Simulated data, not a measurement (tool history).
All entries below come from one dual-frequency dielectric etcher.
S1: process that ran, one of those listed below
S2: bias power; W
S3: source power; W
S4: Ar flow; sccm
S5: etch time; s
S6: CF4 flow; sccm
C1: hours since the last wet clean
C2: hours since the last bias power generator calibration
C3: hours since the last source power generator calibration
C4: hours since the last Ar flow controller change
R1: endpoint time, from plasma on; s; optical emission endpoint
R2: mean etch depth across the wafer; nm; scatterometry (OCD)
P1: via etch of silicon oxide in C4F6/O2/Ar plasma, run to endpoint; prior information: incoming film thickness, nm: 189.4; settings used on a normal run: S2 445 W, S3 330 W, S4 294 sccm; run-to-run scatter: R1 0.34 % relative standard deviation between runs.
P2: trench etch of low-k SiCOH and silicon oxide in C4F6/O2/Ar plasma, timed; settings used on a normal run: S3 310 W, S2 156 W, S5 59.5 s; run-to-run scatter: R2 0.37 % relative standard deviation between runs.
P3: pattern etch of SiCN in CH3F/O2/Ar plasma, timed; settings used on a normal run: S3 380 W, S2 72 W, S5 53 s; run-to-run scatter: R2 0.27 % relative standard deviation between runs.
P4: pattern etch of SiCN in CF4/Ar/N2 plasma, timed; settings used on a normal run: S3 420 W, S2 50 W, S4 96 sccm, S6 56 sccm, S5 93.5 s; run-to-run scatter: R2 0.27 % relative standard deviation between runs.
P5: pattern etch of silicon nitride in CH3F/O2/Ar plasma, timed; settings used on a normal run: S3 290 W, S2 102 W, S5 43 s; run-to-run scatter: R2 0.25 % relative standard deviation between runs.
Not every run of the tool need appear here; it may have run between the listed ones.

{"run": 1, "hour": 11.1, "S1": "P1", "S2": 445, "S3": 330, "S4": 294, "C1": 68.6, "C2": 351, "C3": 1412.6, "C4": 3655.9, "R1": 46.281}
{"run": 2, "hour": 16.4, "S1": "P3", "S2": 72, "S3": 380, "S5": 53, "C1": 73.9, "C2": 356.3, "C3": 1417.9, "C4": 3661.2, "R2": 19.184}
{"run": 3, "hour": 23.5, "S1": "P1", "S2": 445, "S3": 270, "S4": 234, "C1": 81, "C2": 363.4, "C3": 1425, "C4": 3668.3, "R1": 48.525}
{"run": 4, "hour": 30.7, "S1": "P5", "S2": 102, "S3": 290, "S5": 43, "C1": 88.2, "C2": 370.6, "C3": 1432.2, "C4": 3675.5, "R2": 31.004}
{"run": 5, "hour": 37.6, "S1": "P1", "S2": 445, "S3": 330, "S4": 294, "C1": 95.1, "C2": 377.5, "C3": 1439.1, "C4": 3682.4, "R1": 46.189}
{"run": 6, "hour": 48.1, "S1": "P2", "S2": 156, "S3": 310, "S5": 59.5, "C1": 105.6, "C2": 388, "C3": 1449.6, "C4": 3692.9, "R2": 170.76}
{"run": 7, "hour": 56.7, "S1": "P5", "S2": 102, "S3": 290, "S5": 43, "C1": 114.2, "C2": 396.6, "C3": 1458.2, "C4": 3701.5, "R2": 30.806}
{"run": 8, "hour": 67.4, "S1": "P1", "S2": 593, "S3": 330, "S4": 294, "C1": 124.9, "C2": 407.3, "C3": 1468.9, "C4": 3712.2, "R1": 41.49}
{"run": 9, "hour": 78.2, "S1": "P1", "S2": 445, "S3": 460, "S4": 294, "C1": 135.7, "C2": 418.1, "C3": 1479.7, "C4": 3723, "R1": 40.75}
{"run": 10, "hour": 89.1, "S1": "P1", "S2": 445, "S3": 210, "S4": 370, "C1": 146.6, "C2": 429, "C3": 1490.6, "C4": 3733.9, "R1": 56.51}
{"run": 11, "hour": 98.3, "S1": "P5", "S2": 102, "S3": 290, "S5": 57, "C1": 155.8, "C2": 438.2, "C3": 1499.8, "C4": 3743.1, "R2": 40.804}
{"run": 12, "hour": 110.2, "S1": "P3", "S2": 102, "S3": 380, "S5": 53, "C1": 167.7, "C2": 450.1, "C3": 1511.7, "C4": 3755, "R2": 21.782}
{"run": 13, "hour": 117.7, "S1": "P1", "S2": 265, "S3": 330, "S4": 294, "C1": 175.2, "C2": 457.6, "C3": 1519.2, "C4": 3762.5, "R1": 55.954}
{"run": 14, "hour": 125.1, "S1": "P1", "S2": 445, "S3": 330, "S4": 294, "C1": 182.6, "C2": 465, "C3": 1526.6, "C4": 3769.9, "R1": 46.405}
{"run": 15, "hour": 135.9, "S1": "P4", "S2": 50, "S3": 500, "S4": 96, "S5": 93.5, "S6": 56, "C1": 193.4, "C2": 475.8, "C3": 1537.4, "C4": 3780.7, "R2": 79.8}
{"run": 16, "hour": 144.7, "S1": "P1", "S2": 445, "S3": 330, "S4": 359, "C1": 202.2, "C2": 484.6, "C3": 1546.2, "C4": 3789.5, "R1": 47.136}
{"run": 17, "hour": 150.0, "S1": "P1", "S2": 445, "S3": 330, "S4": 294, "C1": 207.5, "C2": 489.9, "C3": 1551.5, "C4": 3794.8, "R1": 46.278}
{"run": 18, "hour": 159.6, "S1": "P4", "S2": 50, "S3": 420, "S4": 96, "S5": 93.5, "S6": 78, "C1": 217.1, "C2": 499.5, "C3": 1561.1, "C4": 3804.4, "R2": 72.306}
{"run": 19, "hour": 167.2, "S1": "P4", "S2": 50, "S3": 420, "S4": 96, "S5": 93.5, "S6": 56, "C1": 224.7, "C2": 507.1, "C3": 1568.7, "C4": 3812, "R2": 68.532}
{"run": 20, "hour": 174.8, "S1": "P3", "S2": 72, "S3": 380, "S5": 53, "C1": 232.3, "C2": 514.7, "C3": 1576.3, "C4": 3819.6, "R2": 19.25}
{"run": 21, "hour": 183.4, "S1": "P4", "S2": 50, "S3": 420, "S4": 96, "S5": 51.5, "S6": 56, "C1": 240.9, "C2": 523.3, "C3": 1584.9, "C4": 3828.2, "R2": 37.656}
{"run": 22, "hour": 194.6, "S1": "P4", "S2": 50, "S3": 420, "S4": 73, "S5": 93.5, "S6": 56, "C1": 252.1, "C2": 534.5, "C3": 1596.1, "C4": 3839.4, "R2": 71.902}
{"run": 23, "hour": 205.5, "S1": "P3", "S2": 72, "S3": 270, "S5": 53, "C1": 263, "C2": 545.4, "C3": 1607, "C4": 3850.3, "R2": 16.83}
{"run": 24, "hour": 213.6, "S1": "P5", "S2": 102, "S3": 370, "S5": 43, "C1": 271.1, "C2": 553.5, "C3": 1615.1, "C4": 3858.4, "R2": 33.906}
{"run": 25, "hour": 218.9, "S1": "P2", "S2": 156, "S3": 310, "S5": 32.5, "C1": 276.4, "C2": 558.8, "C3": 1620.4, "C4": 3863.7, "R2": 93.808}

Expected results for the next run?
{"run": 26, "hour": 228.4, "S1": "P2", "S2": 156, "S3": 400, "S5": 59.5, "C1": 285.9, "C2": 568.3, "C3": 1629.9, "C4": 3873.2, "R2": "?"}

Run 26 measured R2 188.56 nm.
